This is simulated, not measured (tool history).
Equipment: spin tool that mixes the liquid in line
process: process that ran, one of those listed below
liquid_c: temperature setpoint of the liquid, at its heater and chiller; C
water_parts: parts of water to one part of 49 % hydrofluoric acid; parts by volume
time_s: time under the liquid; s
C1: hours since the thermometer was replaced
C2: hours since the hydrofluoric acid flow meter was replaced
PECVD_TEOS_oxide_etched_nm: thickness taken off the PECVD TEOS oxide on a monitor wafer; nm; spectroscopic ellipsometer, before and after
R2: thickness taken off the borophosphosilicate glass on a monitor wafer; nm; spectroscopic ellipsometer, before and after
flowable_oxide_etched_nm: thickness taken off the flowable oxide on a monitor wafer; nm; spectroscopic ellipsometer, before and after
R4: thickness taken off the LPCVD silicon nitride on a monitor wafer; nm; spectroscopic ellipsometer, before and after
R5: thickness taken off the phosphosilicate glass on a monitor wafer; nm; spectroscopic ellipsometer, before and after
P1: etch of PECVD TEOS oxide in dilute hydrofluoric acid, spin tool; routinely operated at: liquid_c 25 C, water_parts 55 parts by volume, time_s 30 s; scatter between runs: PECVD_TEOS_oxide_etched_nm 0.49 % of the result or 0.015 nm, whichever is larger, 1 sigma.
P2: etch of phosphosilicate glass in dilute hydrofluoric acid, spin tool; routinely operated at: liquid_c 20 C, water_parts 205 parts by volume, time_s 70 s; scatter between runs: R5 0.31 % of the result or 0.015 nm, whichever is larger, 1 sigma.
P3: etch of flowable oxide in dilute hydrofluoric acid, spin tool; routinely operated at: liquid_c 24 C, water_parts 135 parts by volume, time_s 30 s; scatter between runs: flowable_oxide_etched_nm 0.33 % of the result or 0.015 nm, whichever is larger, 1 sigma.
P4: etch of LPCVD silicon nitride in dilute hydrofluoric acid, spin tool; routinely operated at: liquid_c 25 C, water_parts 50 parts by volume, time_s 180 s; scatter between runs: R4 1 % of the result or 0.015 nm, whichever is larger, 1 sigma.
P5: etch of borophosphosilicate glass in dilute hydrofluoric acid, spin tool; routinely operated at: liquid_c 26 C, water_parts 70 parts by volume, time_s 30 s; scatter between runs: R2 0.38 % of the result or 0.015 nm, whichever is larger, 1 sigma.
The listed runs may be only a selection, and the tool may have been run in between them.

{"run": 1, "hour": 3.3, "process": "P1", "liquid_c": 25, "water_parts": 55, "time_s": 30, "C1": 96.2, "C2": 365.4, "PECVD_TEOS_oxide_etched_nm": 10.42}
{"run": 2, "hour": 7.1, "process": "P1", "liquid_c": 25, "water_parts": 100, "time_s": 15, "C1": 100, "C2": 369.2, "PECVD_TEOS_oxide_etched_nm": 2.7403}
{"run": 3, "hour": 9.0, "process": "P1", "liquid_c": 25, "water_parts": 55, "time_s": 30, "C1": 101.9, "C2": 371.1, "PECVD_TEOS_oxide_etched_nm": 10.551}
{"run": 4, "hour": 13.2, "process": "P5", "liquid_c": 30, "water_parts": 70, "time_s": 30, "C1": 106.1, "C2": 375.3, "R2": 21.587}
{"run": 5, "hour": 16.0, "process": "P3", "liquid_c": 19, "water_parts": 135, "time_s": 30, "C1": 108.9, "C2": 378.1, "flowable_oxide_etched_nm": 6.6526}
{"run": 6, "hour": 18.0, "process": "P1", "liquid_c": 20, "water_parts": 55, "time_s": 30, "C1": 110.9, "C2": 380.1, "PECVD_TEOS_oxide_etched_nm": 8.6035}
{"run": 7, "hour": 21.5, "process": "P4", "liquid_c": 17, "water_parts": 50, "time_s": 180, "C1": 114.4, "C2": 383.6, "R4": 1.1386}
{"run": 8, "hour": 24.1, "process": "P5", "liquid_c": 26, "water_parts": 70, "time_s": 30, "C1": 117, "C2": 386.2, "R2": 18.558}
{"run": 9, "hour": 26.0, "process": "P2", "liquid_c": 20, "water_parts": 95, "time_s": 70, "C1": 118.9, "C2": 388.1, "R5": 126.33}
{"run": 10, "hour": 29.7, "process": "P5", "liquid_c": 26, "water_parts": 125, "time_s": 30, "C1": 122.6, "C2": 391.8, "R2": 9.6592}
{"run": 11, "hour": 32.2, "process": "P1", "liquid_c": 25, "water_parts": 55, "time_s": 30, "C1": 125.1, "C2": 394.3, "PECVD_TEOS_oxide_etched_nm": 10.602}
{"run": 12, "hour": 34.2, "process": "P1", "liquid_c": 25, "water_parts": 55, "time_s": 15, "C1": 127.1, "C2": 396.3, "PECVD_TEOS_oxide_etched_nm": 5.3064}
{"run": 13, "hour": 36.6, "process": "P5", "liquid_c": 26, "water_parts": 70, "time_s": 30, "C1": 129.5, "C2": 398.7, "R2": 18.586}
{"run": 14, "hour": 39.6, "process": "P1", "liquid_c": 25, "water_parts": 20, "time_s": 30, "C1": 132.5, "C2": 401.7, "PECVD_TEOS_oxide_etched_nm": 30.356}
{"run": 15, "hour": 42.4, "process": "P1", "liquid_c": 25, "water_parts": 55, "time_s": 30, "C1": 135.3, "C2": 404.5, "PECVD_TEOS_oxide_etched_nm": 10.557}
{"run": 16, "hour": 45.8, "process": "P3", "liquid_c": 24, "water_parts": 85, "time_s": 30, "C1": 138.7, "C2": 407.9, "flowable_oxide_etched_nm": 13.638}
{"run": 17, "hour": 50.0, "process": "P1", "liquid_c": 25, "water_parts": 55, "time_s": 30, "C1": 142.9, "C2": 412.1, "PECVD_TEOS_oxide_etched_nm": 10.549}
{"run": 18, "hour": 53.1, "process": "P4", "liquid_c": 25, "water_parts": 20, "time_s": 180, "C1": 146, "C2": 415.2, "R4": 4.7144}
{"run": 19, "hour": 56.6, "process": "P4", "liquid_c": 25, "water_parts": 50, "time_s": 180, "C1": 149.5, "C2": 418.7, "R4": 1.9714}
{"run": 20, "hour": 60.0, "process": "P1", "liquid_c": 31.5, "water_parts": 55, "time_s": 30, "C1": 152.9, "C2": 422.1, "PECVD_TEOS_oxide_etched_nm": 13.761}
{"run": 21, "hour": 63.5, "process": "P3", "liquid_c": 24, "water_parts": 135, "time_s": 45, "C1": 156.4, "C2": 425.6, "flowable_oxide_etched_nm": 12.013}
{"run": 22, "hour": 66.2, "process": "P1", "liquid_c": 25, "water_parts": 55, "time_s": 30, "C1": 159.1, "C2": 428.3, "PECVD_TEOS_oxide_etched_nm": 10.597}
{"run": 23, "hour": 68.6, "process": "P1", "liquid_c": 25, "water_parts": 105, "time_s": 30, "C1": 161.5, "C2": 430.7, "PECVD_TEOS_oxide_etched_nm": 5.2128}
{"run": 24, "hour": 71.9, "process": "P2", "liquid_c": 20, "water_parts": 205, "time_s": 125, "C1": 164.8, "C2": 434, "R5": 93.203}
{"run": 25, "hour": 74.3, "process": "P2", "liquid_c": 20, "water_parts": 205, "time_s": 70, "C1": 167.2, "C2": 436.4, "R5": 52.242}
{"run": 26, "hour": 76.5, "process": "P2", "liquid_c": 20, "water_parts": 205, "time_s": 70, "C1": 169.4, "C2": 438.6, "R5": 52.251}
{"run": 27, "hour": 78.9, "process": "P5", "liquid_c": 26, "water_parts": 70, "time_s": 50, "C1": 171.8, "C2": 441, "R2": 30.524}
{"run": 28, "hour": 82.5, "process": "P4", "liquid_c": 25, "water_parts": 50, "time_s": 180, "C1": 175.4, "C2": 444.6, "R4": 1.9612}
{"run": 29, "hour": 86.2, "process": "P2", "liquid_c": 17, "water_parts": 205, "time_s": 70, "C1": 179.1, "C2": 448.3, "R5": 46.408}
{"run": 30, "hour": 90.1, "process": "P4", "liquid_c": 25, "water_parts": 50, "time_s": 280, "C1": 183, "C2": 452.2, "R4": 3.1548}
{"run": 31, "hour": 93.0, "process": "P1", "liquid_c": 25, "water_parts": 55, "time_s": 30, "C1": 185.9, "C2": 455.1, "PECVD_TEOS_oxide_etched_nm": 10.491}
{"run": 32, "hour": 95.4, "process": "P3", "liquid_c": 24, "water_parts": 135, "time_s": 30, "C1": 188.3, "C2": 457.5, "flowable_oxide_etched_nm": 8.0637}
{"run": 33, "hour": 98.9, "process": "P1", "liquid_c": 25, "water_parts": 55, "time_s": 55, "C1": 191.8, "C2": 461, "PECVD_TEOS_oxide_etched_nm": 19.353}
{"run": 34, "hour": 102.9, "process": "P1", "liquid_c": 25, "water_parts": 55, "time_s": 30, "C1": 195.8, "C2": 465, "PECVD_TEOS_oxide_etched_nm": 10.583}
{"run": 35, "hour": 106.3, "process": "P1", "liquid_c": 25, "water_parts": 55, "time_s": 30, "C1": 199.2, "C2": 468.4, "PECVD_TEOS_oxide_etched_nm": 10.199}
{"run": 36, "hour": 108.8, "process": "P1", "liquid_c": 25, "water_parts": 55, "time_s": 30, "C1": 201.7, "C2": 470.9, "PECVD_TEOS_oxide_etched_nm": 10.097}
{"run": 37, "hour": 111.2, "process": "P1", "liquid_c": 25, "water_parts": 55, "time_s": 30, "C1": 204.1, "C2": 473.3, "PECVD_TEOS_oxide_etched_nm": 9.8981}
{"run": 38, "hour": 113.7, "process": "P1", "liquid_c": 25, "water_parts": 55, "time_s": 30, "C1": 206.6, "C2": 475.8, "PECVD_TEOS_oxide_etched_nm": 9.899}
{"run": 39, "hour": 117.7, "process": "P1", "liquid_c": 25, "water_parts": 55, "time_s": 30, "C1": 210.6, "C2": 479.8, "PECVD_TEOS_oxide_etched_nm": 9.774}
{"run": 40, "hour": 120.7, "process": "P1", "liquid_c": 25, "water_parts": 55, "time_s": 30, "C1": 213.6, "C2": 482.8, "PECVD_TEOS_oxide_etched_nm": 9.7474}
{"run": 41, "hour": 123.2, "process": "P1", "liquid_c": 25, "water_parts": 55, "time_s": 30, "C1": 216.1, "C2": 485.3, "PECVD_TEOS_oxide_etched_nm": 9.7537}
{"run": 42, "hour": 127.2, "process": "P1", "liquid_c": 25, "water_parts": 55, "time_s": 30, "C1": 220.1, "C2": 489.3, "PECVD_TEOS_oxide_etched_nm": 9.7602}

The log shows P1 creeping away from where it was. Any of the 2 causes listed here, at the size stated for it, fits the log just as well as the others:
A: hydrofluoric acid flow below the setpoint (%) = 7.18
B: liquid colder than its thermometer reads (K) = 1.96
At approximately hour 102.9, the process output began to creep.

Consider the 4 check runs below, whose results appear as question marks and each of which averages 3 wafers. Which one distinguishes the causes, in that each cause would give it a clearly different result?
{"run": "check 1", "hour": 131.2, "process": "P5", "liquid_c": 26, "water_parts": 70, "time_s": 40, "R2": "?"}
{"run": "check 2", "hour": 131.2, "process": "P2", "liquid_c": 20, "water_parts": 95, "time_s": 70, "R5": "?"}
{"run": "check 3", "hour": 131.2, "process": "P3", "liquid_c": 19.5, "water_parts": 135, "time_s": 30, "flowable_oxide_etched_nm": "?"}
{"run": "check 4", "hour": 131.2, "process": "P4", "liquid_c": 22, "water_parts": 50, "time_s": 180, "R4": "?"}

How each check would come out, cause by cause:
check=check_1 result=R2 if_A=22.72 if_B=22.788
check=check_2 result=R5 if_A=116.45 if_B=116.6
check=check_3 result=flowable_oxide_etched_nm if_A=6.2001 if_B=6.2343
check=check_4 result=R4 if_A=1.4963 if_B=1.4058
Per check, the gap between the least separated pair of causes, taken in the result that splits them most: check 1 0.3 %; check 2 0.13 %; check 3 0.55 %; check 4 6.24 %
Check 4 is the one run that separates the causes; every other check would come out nearly the same whichever cause is at work.

Check 4 has now been run. It gave: R4 1.417 nm. Which of the candidate causes is it?

B is the cause: liquid colder than its thermometer reads (K).
